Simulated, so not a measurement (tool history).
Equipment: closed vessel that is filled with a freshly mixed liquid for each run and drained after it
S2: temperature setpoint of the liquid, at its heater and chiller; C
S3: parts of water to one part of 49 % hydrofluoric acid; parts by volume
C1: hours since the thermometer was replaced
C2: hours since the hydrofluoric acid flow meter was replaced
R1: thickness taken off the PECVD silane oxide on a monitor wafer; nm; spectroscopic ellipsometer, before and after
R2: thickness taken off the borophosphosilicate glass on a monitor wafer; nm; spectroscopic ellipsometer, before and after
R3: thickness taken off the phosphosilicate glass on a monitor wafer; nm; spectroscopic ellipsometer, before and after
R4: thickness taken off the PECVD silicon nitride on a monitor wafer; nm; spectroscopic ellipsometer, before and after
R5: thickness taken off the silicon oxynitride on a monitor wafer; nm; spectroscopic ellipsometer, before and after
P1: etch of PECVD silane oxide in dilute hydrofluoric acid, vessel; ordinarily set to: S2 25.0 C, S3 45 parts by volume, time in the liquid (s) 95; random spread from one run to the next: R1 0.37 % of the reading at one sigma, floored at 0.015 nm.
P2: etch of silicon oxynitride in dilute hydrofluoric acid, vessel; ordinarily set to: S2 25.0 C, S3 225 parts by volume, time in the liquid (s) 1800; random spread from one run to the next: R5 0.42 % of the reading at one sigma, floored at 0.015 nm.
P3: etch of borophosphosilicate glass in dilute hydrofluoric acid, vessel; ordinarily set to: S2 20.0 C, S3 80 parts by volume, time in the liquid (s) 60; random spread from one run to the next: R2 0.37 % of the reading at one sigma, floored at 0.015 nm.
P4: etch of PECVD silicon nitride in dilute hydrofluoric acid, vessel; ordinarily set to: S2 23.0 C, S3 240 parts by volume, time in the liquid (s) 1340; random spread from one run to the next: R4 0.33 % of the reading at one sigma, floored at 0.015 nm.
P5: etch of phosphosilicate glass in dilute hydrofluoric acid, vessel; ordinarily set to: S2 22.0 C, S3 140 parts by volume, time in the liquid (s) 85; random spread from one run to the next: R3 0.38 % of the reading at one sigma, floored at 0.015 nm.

run 1 day=0.275 | process_that_ran=P1 S2=25.0 S3=45 time_in_the_liquid_(s)=95 | C1=633.8 C2=436.9 | R1=47.739
run 2 day=0.512 | process_that_ran=P1 S2=25.0 S3=20 time_in_the_liquid_(s)=95 | C1=639.5 C2=442.6 | R1=111.070
run 3 day=0.767 | process_that_ran=P3 S2=20.0 S3=80 time_in_the_liquid_(s)=60 | C1=645.6 C2=448.7 | R2=34.589
run 4 day=1.054 | process_that_ran=P5 S2=17.0 S3=140 time_in_the_liquid_(s)=85 | C1=652.5 C2=455.6 | R3=31.742
run 5 day=1.275 | process_that_ran=P4 S2=23.0 S3=240 time_in_the_liquid_(s)=1340 | C1=657.8 C2=460.9 | R4=10.759
run 6 day=1.550 | process_that_ran=P2 S2=32.5 S3=225 time_in_the_liquid_(s)=1800 | C1=664.4 C2=467.5 | R5=15.8300
run 7 day=1.717 | process_that_ran=P4 S2=23.0 S3=95 time_in_the_liquid_(s)=1340 | C1=668.4 C2=471.5 | R4=26.680
run 8 day=1.925 | process_that_ran=P1 S2=25.0 S3=45 time_in_the_liquid_(s)=95 | C1=673.4 C2=476.5 | R1=47.648
run 9 day=2.117 | process_that_ran=P1 S2=25.0 S3=45 time_in_the_liquid_(s)=30 | C1=678.0 C2=481.1 | R1=15.132
run 10 day=2.250 | process_that_ran=P1 S2=18.5 S3=45 time_in_the_liquid_(s)=95 | C1=681.2 C2=484.3 | R1=36.198
run 11 day=2.488 | process_that_ran=P4 S2=23.0 S3=240 time_in_the_liquid_(s)=2340 | C1=686.9 C2=490.0 | R4=18.713
run 12 day=2.725 | process_that_ran=P3 S2=24.0 S3=80 time_in_the_liquid_(s)=60 | C1=692.6 C2=495.7 | R2=40.489
run 13 day=2.875 | process_that_ran=P3 S2=20.0 S3=80 time_in_the_liquid_(s)=60 | C1=696.2 C2=499.3 | R2=34.462
run 14 day=3.071 | process_that_ran=P4 S2=23.0 S3=240 time_in_the_liquid_(s)=1340 | C1=700.9 C2=504.0 | R4=10.713
run 15 day=3.208 | process_that_ran=P4 S2=31.0 S3=240 time_in_the_liquid_(s)=1340 | C1=704.2 C2=507.3 | R4=17.459
run 16 day=3.396 | process_that_ran=P5 S2=22.0 S3=140 time_in_the_liquid_(s)=85 | C1=708.7 C2=511.8 | R3=38.744
run 17 day=3.554 | process_that_ran=P5 S2=22.0 S3=140 time_in_the_liquid_(s)=125 | C1=712.5 C2=515.6 | R3=57.358
run 18 day=3.725 | process_that_ran=P5 S2=22.0 S3=60 time_in_the_liquid_(s)=85 | C1=716.6 C2=519.7 | R3=98.775
run 19 day=3.904 | process_that_ran=P3 S2=20.0 S3=80 time_in_the_liquid_(s)=110 | C1=720.9 C2=524.0 | R2=63.600
run 20 day=4.096 | process_that_ran=P1 S2=17.5 S3=25 time_in_the_liquid_(s)=95 | C1=725.5 C2=528.6 | R1=63.833
run 21 day=4.288 | process_that_ran=P1 S2=25.0 S3=45 time_in_the_liquid_(s)=135 | C1=730.1 C2=533.2 | R1=67.673
run 22 day=4.558 | process_that_ran=P2 S2=25.0 S3=120 time_in_the_liquid_(s)=1800 | C1=736.6 C2=539.7 | R5=23.5710
run 23 day=4.721 | process_that_ran=P1 S2=25.0 S3=60 time_in_the_liquid_(s)=95 | C1=740.5 C2=543.6 | R1=35.113
run 24 day=4.983 | process_that_ran=P1 S2=25.0 S3=45 time_in_the_liquid_(s)=95 | C1=746.8 C2=549.9 | R1=47.733
run 25 day=5.283 | process_that_ran=P2 S2=25.0 S3=225 time_in_the_liquid_(s)=170 | C1=754.0 C2=557.1 | R5=1.1095
run 26 day=5.579 | process_that_ran=P5 S2=22.0 S3=140 time_in_the_liquid_(s)=85 | C1=761.1 C2=564.2 | R3=38.686
run 27 day=5.712 | process_that_ran=P1 S2=32.5 S3=45 time_in_the_liquid_(s)=95 | C1=764.3 C2=567.4 | R1=64.049

Run 28 is up next; what results do you expect?
run 28 day=5.983 | process_that_ran=P2 S2=25.0 S3=225 time_in_the_liquid_(s)=1800 | C1=770.8 C2=573.9 | R5=?

R5: 11.5960 nm
